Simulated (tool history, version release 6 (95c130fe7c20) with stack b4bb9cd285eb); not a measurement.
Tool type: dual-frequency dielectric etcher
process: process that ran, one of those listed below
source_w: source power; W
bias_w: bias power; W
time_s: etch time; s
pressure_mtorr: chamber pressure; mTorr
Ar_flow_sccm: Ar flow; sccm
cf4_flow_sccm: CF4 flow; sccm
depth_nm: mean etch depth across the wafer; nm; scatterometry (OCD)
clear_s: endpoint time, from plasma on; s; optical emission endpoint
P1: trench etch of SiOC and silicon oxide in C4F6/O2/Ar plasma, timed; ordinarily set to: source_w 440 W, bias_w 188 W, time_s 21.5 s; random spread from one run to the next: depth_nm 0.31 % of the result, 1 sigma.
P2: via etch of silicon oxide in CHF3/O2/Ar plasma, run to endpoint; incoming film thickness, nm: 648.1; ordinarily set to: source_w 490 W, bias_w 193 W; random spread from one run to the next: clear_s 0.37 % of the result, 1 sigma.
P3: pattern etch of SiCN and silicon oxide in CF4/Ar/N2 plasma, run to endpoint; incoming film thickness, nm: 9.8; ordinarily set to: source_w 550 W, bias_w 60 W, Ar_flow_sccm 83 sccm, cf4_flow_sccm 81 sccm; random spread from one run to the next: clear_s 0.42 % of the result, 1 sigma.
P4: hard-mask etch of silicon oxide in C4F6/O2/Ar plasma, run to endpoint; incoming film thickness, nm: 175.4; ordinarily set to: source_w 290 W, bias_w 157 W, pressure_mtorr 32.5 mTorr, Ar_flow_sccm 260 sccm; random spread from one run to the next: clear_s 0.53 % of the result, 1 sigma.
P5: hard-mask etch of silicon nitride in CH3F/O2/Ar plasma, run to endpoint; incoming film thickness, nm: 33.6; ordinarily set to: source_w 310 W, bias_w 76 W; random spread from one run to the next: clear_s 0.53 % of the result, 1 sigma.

run	hour	process	source_w	bias_w	time_s	pressure_mtorr	Ar_flow_sccm	cf4_flow_sccm	depth_nm	clear_s
1	8.8	P1	440	188	21.5				43.574	
2	17.1	P2	490	193						354.12
3	23.6	P1	440	188	14				28.271	
4	28.3	P4	290	157		40.5	260			68.66
5	35.4	P3	550	60			83	81		9.708
6	41.2	P1	570	253	21.5				52.905	
7	46.8	P5	220	76						58.31
8	52.8	P3	550	60			83	97		9.4319
9	59.8	P4	290	157		32.5	319			67.684
10	68.9	P2	310	193						417.91
11	73.9	P4	290	157		32.5	260			66.321
12	79.4	P3	420	60			83	81		12.248
13	86.2	P1	440	188	21.5				43.302	
14	93.8	P3	550	60			109	81		10.021
15	100.8	P1	440	257	21.5				48.235	
16	106.3	P1	440	188	21.5				43.31	
17	114.1	P3	550	60			83	81		9.6343
18	121.4	P1	440	188	21.5				43.602	
19	128.1	P4	370	157		32.5	260			60.423
20	133.3	P1	300	188	26				45.299	
21	141.3	P4	290	189		32.5	260			62.35
22	149.5	P1	440	188	26.5				53.381	
23	158.8	P5	310	94						47.494
24	164.9	P5	310	76						50.679
25	173.7	P1	440	188	21.5				43.493	
26	183.1	P1	590	188	21.5				48.788	
27	190.5	P1	590	188	28				63.155	
28	198.9	P3	550	74			83	81		8.9936
29	204.3	P1	340	188	21.5				39.314	
30	209.1	P2	490	132						398.45
31	215.7	P1	440	188	21.5				43.476	
32	222.7	P4	290	157		32.5	260			66.73
33	230.7	P1	440	143	21.5				39.913	

Run 34 has not been measured yet. What should we expect?
34	236.4	P5	310	76						?

{"run 34": {"clear_s": 50.947}}
